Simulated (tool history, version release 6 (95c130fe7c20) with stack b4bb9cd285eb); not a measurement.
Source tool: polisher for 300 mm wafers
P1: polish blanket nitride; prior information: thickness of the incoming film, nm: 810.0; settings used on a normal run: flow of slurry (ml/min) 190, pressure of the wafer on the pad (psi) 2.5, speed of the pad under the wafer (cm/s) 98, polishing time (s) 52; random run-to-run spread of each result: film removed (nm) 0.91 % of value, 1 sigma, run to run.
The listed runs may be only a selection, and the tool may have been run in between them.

run   hour  flow of slurry (ml/min)  pressure of the wafer on the pad (psi)  speed of the pad under the wafer (cm/s)  polishing time (s)  wafers polished on this pad  hours since the slurry nozzle was cleaned  hours since the head pressure was calibrated  film removed (nm)
  1    9.8                      190                                     2.5                                       98                  52                          614                                      502.4                                         254.2             59.187
  2   15.5                      190                                     3.9                                       98                  52                          686                                      508.1                                         259.9             93.301
  3   21.4                      190                                     2.5                                       98                  52                          760                                      514.0                                         265.8             59.420
  4   30.2                      190                                     2.5                                       98                  52                          870                                      522.8                                         274.6             60.336
  5   35.4                      190                                     1.8                                      146                  52                          935                                      528.0                                         279.8             58.815
  6   46.2                      115                                     2.5                                       98                  52                         1070                                      538.8                                         290.6             54.016
  7   56.8                      190                                     2.5                                       58                  52                         1203                                      549.4                                         301.2             39.535
  8   62.5                      270                                     2.5                                       98                  52                         1274                                      555.1                                         306.9             61.819
  9   73.7                      190                                     3.4                                       98                  80                         1415                                      566.3                                         318.1            124.380
 10   80.1                      190                                     2.5                                       98                  25                         1495                                      572.7                                         324.5             28.480
 11   85.5                      190                                     1.1                                       98                  52                         1562                                      578.1                                         329.9             26.244
 12   93.5                      190                                     2.5                                       98                  75                         1662                                      586.1                                         337.9             85.405
 13  104.0                      190                                     2.5                                       98                  52                         1794                                      596.6                                         348.4             58.777
 14  112.4                      190                                     2.5                                       98                  52                         1899                                      605.0                                         356.8             58.953
 15  119.7                      190                                     2.5                                      148                  52                         1990                                      612.3                                         364.1             82.022
 16  126.2                      190                                     2.5                                       98                  52                         2072                                      618.8                                         370.6             59.601
 17  132.0                      190                                     2.5                                       98                  52                         2144                                      624.6                                         376.4             58.274
 18  138.0                      190                                     2.5                                       98                  52                         2220                                      630.6                                         382.4             57.116
 19  145.6                      190                                     2.5                                       98                  52                         2315                                      638.2                                         390.0             56.437
 20  154.9                      190                                     2.5                                       98                  52                         2431                                      647.5                                         399.3             56.189
     161.6  -- head pressure recalibrated
 21  165.4                      190                                     2.5                                       98                  52                         2563                                      658.0                                           3.9             55.761
 22  171.1                      190                                     2.5                                       98                  52                         2634                                      663.7                                           9.6             54.775

Estimate the outcome of run 23 from the log above:
 23  177.7                      190                                     2.5                                       98                  52                         2717                                      670.3                                          16.2                  ?

film removed (nm): 54.781
